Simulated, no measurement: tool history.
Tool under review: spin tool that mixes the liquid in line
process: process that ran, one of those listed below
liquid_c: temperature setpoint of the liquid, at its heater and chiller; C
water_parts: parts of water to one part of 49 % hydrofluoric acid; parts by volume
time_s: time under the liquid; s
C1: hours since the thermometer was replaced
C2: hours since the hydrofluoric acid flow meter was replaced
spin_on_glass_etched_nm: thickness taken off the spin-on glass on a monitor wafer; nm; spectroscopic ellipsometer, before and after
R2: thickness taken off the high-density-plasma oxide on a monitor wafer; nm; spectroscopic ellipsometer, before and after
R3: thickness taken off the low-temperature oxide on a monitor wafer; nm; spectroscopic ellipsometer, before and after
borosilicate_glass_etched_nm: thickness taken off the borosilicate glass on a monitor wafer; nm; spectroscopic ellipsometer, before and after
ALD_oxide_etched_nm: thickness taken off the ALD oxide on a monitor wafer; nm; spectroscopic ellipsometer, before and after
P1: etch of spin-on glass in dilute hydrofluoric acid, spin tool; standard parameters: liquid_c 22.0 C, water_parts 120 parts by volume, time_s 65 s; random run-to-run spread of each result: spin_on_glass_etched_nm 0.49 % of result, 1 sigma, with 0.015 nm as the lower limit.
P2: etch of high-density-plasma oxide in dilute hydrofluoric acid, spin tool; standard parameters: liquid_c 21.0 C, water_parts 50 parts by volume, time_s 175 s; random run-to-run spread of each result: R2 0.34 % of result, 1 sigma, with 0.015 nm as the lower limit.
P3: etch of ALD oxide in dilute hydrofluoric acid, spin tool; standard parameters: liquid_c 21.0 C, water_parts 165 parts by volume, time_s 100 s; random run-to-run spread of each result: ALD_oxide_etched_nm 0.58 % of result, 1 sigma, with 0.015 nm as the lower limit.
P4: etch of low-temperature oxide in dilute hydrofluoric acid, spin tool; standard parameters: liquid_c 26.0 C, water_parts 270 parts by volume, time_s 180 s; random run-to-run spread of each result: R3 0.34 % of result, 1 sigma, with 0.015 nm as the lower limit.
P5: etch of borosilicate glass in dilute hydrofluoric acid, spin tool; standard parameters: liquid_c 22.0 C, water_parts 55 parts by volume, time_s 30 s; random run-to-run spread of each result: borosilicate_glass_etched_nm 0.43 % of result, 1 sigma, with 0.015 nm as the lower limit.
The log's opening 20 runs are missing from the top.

Run 21, hour 66.2: process P4, liquid_c 26.0 C, water_parts 485 parts by volume, time_s 180 s; C1 909.9; C2 284.0. Result: R3 8.0849 nm.
Run 22, hour 68.6: process P1, liquid_c 22.0 C, water_parts 35 parts by volume, time_s 65 s; C1 912.3; C2 286.4. Result: spin_on_glass_etched_nm 50.6390 nm.
Run 23, hour 71.3: process P1, liquid_c 22.0 C, water_parts 120 parts by volume, time_s 15 s; C1 915.0; C2 289.1. Result: spin_on_glass_etched_nm 3.0379 nm.
Run 24, hour 73.8: process P2, liquid_c 21.0 C, water_parts 50 parts by volume, time_s 175 s; C1 917.5; C2 291.6. Result: R2 22.489 nm.
Run 25, hour 78.0: process P1, liquid_c 22.0 C, water_parts 120 parts by volume, time_s 65 s; C1 921.7; C2 295.8. Result: spin_on_glass_etched_nm 13.2790 nm.
Run 26, hour 80.5: process P3, liquid_c 21.0 C, water_parts 165 parts by volume, time_s 160 s; C1 924.2; C2 298.3. Result: ALD_oxide_etched_nm 24.219 nm.
Run 27, hour 82.6: process P1, liquid_c 17.5 C, water_parts 120 parts by volume, time_s 120 s; C1 926.3; C2 300.4. Result: spin_on_glass_etched_nm 20.4000 nm.
Run 28, hour 86.7: process P1, liquid_c 22.0 C, water_parts 120 parts by volume, time_s 65 s; C1 930.4; C2 304.5. Result: spin_on_glass_etched_nm 13.2800 nm.
Run 29, hour 89.8: process P1, liquid_c 22.0 C, water_parts 120 parts by volume, time_s 65 s; C1 933.5; C2 307.6. Result: spin_on_glass_etched_nm 13.1780 nm.
Run 30, hour 92.4: process P1, liquid_c 22.0 C, water_parts 120 parts by volume, time_s 65 s; C1 936.1; C2 310.2. Result: spin_on_glass_etched_nm 13.3660 nm.
Run 31, hour 95.1: process P2, liquid_c 21.0 C, water_parts 50 parts by volume, time_s 255 s; C1 938.8; C2 312.9. Result: R2 32.525 nm.
Run 32, hour 97.4: process P1, liquid_c 22.0 C, water_parts 120 parts by volume, time_s 65 s; C1 941.1; C2 315.2. Result: spin_on_glass_etched_nm 13.3340 nm.
Run 33, hour 100.8: process P1, liquid_c 22.0 C, water_parts 120 parts by volume, time_s 65 s; C1 944.5; C2 318.6. Result: spin_on_glass_etched_nm 13.6880 nm.
Run 34, hour 102.9: process P1, liquid_c 22.0 C, water_parts 120 parts by volume, time_s 65 s; C1 946.6; C2 320.7. Result: spin_on_glass_etched_nm 13.7940 nm.
Run 35, hour 106.2: process P1, liquid_c 22.0 C, water_parts 120 parts by volume, time_s 65 s; C1 949.9; C2 324.0. Result: spin_on_glass_etched_nm 14.1970 nm.
Run 36, hour 110.6: process P1, liquid_c 22.0 C, water_parts 120 parts by volume, time_s 65 s; C1 954.3; C2 328.4. Result: spin_on_glass_etched_nm 14.3320 nm.
Run 37, hour 114.1: process P1, liquid_c 22.0 C, water_parts 120 parts by volume, time_s 65 s; C1 957.8; C2 331.9. Result: spin_on_glass_etched_nm 14.4370 nm.
Run 38, hour 118.5: process P1, liquid_c 22.0 C, water_parts 120 parts by volume, time_s 65 s; C1 962.2; C2 336.3. Result: spin_on_glass_etched_nm 14.3560 nm.
Run 39, hour 122.6: process P1, liquid_c 22.0 C, water_parts 120 parts by volume, time_s 65 s; C1 966.3; C2 340.4. Result: spin_on_glass_etched_nm 14.4830 nm.
Run 40, hour 125.6: process P1, liquid_c 22.0 C, water_parts 120 parts by volume, time_s 65 s; C1 969.3; C2 343.4. Result: spin_on_glass_etched_nm 14.4980 nm.
Run 41, hour 128.9: process P1, liquid_c 22.0 C, water_parts 120 parts by volume, time_s 65 s; C1 972.6; C2 346.7. Result: spin_on_glass_etched_nm 14.4340 nm.

For run 42, what comes out?
Run 42, hour 130.9: process P1, liquid_c 22.0 C, water_parts 120 parts by volume, time_s 65 s; C1 974.6; C2 348.7. Result: spin_on_glass_etched_nm ?.

spin_on_glass_etched_nm: 14.5360 nm
